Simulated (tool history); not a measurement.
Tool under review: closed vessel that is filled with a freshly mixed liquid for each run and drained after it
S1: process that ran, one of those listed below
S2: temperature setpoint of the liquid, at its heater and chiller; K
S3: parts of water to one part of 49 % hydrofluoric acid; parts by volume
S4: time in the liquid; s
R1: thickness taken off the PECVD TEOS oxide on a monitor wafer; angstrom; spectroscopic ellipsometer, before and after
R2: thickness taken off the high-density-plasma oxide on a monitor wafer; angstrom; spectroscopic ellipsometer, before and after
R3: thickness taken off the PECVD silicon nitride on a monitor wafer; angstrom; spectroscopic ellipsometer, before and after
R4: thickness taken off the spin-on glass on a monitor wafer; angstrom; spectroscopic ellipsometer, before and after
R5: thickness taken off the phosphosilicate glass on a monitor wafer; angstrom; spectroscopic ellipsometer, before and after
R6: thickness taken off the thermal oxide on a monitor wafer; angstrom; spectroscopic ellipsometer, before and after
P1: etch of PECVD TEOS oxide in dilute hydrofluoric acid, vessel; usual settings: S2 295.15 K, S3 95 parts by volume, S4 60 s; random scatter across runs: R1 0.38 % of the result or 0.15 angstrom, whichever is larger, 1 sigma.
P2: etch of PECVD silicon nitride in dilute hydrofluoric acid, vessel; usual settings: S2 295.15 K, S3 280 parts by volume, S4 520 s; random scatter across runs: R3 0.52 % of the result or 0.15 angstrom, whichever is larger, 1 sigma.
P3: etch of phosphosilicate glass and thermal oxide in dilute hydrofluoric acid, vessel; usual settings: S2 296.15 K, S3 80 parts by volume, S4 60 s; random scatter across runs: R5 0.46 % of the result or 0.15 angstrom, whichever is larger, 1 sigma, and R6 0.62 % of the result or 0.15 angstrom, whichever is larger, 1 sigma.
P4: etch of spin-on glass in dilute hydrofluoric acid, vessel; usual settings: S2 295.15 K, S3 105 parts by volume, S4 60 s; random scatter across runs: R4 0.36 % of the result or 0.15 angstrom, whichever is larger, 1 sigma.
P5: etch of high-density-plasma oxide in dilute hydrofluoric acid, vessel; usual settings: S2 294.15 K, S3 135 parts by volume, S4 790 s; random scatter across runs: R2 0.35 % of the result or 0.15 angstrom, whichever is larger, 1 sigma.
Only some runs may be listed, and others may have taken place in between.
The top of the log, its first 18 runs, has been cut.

{"run": 19, "hour": 144.7, "S1": "P3", "S2": 296.15, "S3": 80, "S4": 60, "R5": 1455.1, "R6": 35.709}
{"run": 20, "hour": 155.8, "S1": "P2", "S2": 295.15, "S3": 280, "S4": 60, "R3": 10.947}
{"run": 21, "hour": 164.3, "S1": "P1", "S2": 295.15, "S3": 20, "S4": 60, "R1": 767.92}
{"run": 22, "hour": 169.4, "S1": "P1", "S2": 295.15, "S3": 95, "S4": 30, "R1": 73.603}
{"run": 23, "hour": 176.7, "S1": "P1", "S2": 295.15, "S3": 95, "S4": 120, "R1": 293.18}
{"run": 24, "hour": 184.6, "S1": "P4", "S2": 295.15, "S3": 55, "S4": 60, "R4": 400.78}
{"run": 25, "hour": 189.7, "S1": "P3", "S2": 304.15, "S3": 80, "S4": 60, "R5": 2011.8, "R6": 48.727}
{"run": 26, "hour": 200.3, "S1": "P4", "S2": 295.15, "S3": 105, "S4": 85, "R4": 278.65}
{"run": 27, "hour": 206.2, "S1": "P2", "S2": 295.15, "S3": 500, "S4": 520, "R3": 53.837}
{"run": 28, "hour": 216.9, "S1": "P5", "S2": 294.15, "S3": 135, "S4": 790, "R2": 357.27}
{"run": 29, "hour": 222.9, "S1": "P2", "S2": 295.15, "S3": 280, "S4": 520, "R3": 94.724}
{"run": 30, "hour": 234.3, "S1": "P1", "S2": 295.15, "S3": 95, "S4": 60, "R1": 147.5}
{"run": 31, "hour": 242.8, "S1": "P1", "S2": 295.15, "S3": 95, "S4": 60, "R1": 147.59}
{"run": 32, "hour": 251.0, "S1": "P1", "S2": 295.15, "S3": 95, "S4": 60, "R1": 150.81}
{"run": 33, "hour": 258.0, "S1": "P1", "S2": 295.15, "S3": 95, "S4": 60, "R1": 153.57}
{"run": 34, "hour": 262.9, "S1": "P1", "S2": 295.15, "S3": 95, "S4": 60, "R1": 154.71}
{"run": 35, "hour": 267.9, "S1": "P1", "S2": 295.15, "S3": 95, "S4": 60, "R1": 154.28}
{"run": 36, "hour": 278.1, "S1": "P1", "S2": 295.15, "S3": 95, "S4": 60, "R1": 155.94}
{"run": 37, "hour": 285.3, "S1": "P1", "S2": 295.15, "S3": 95, "S4": 60, "R1": 156.76}
{"run": 38, "hour": 294.7, "S1": "P1", "S2": 295.15, "S3": 95, "S4": 60, "R1": 157.53}
{"run": 39, "hour": 300.7, "S1": "P1", "S2": 295.15, "S3": 95, "S4": 60, "R1": 158.01}
{"run": 40, "hour": 309.5, "S1": "P1", "S2": 295.15, "S3": 95, "S4": 60, "R1": 157.2}

For run 41, what comes out?
{"run": 41, "hour": 316.0, "S1": "P1", "S2": 295.15, "S3": 95, "S4": 60, "R1": "?"}

Run 41 measured R1 156.84 angstrom.
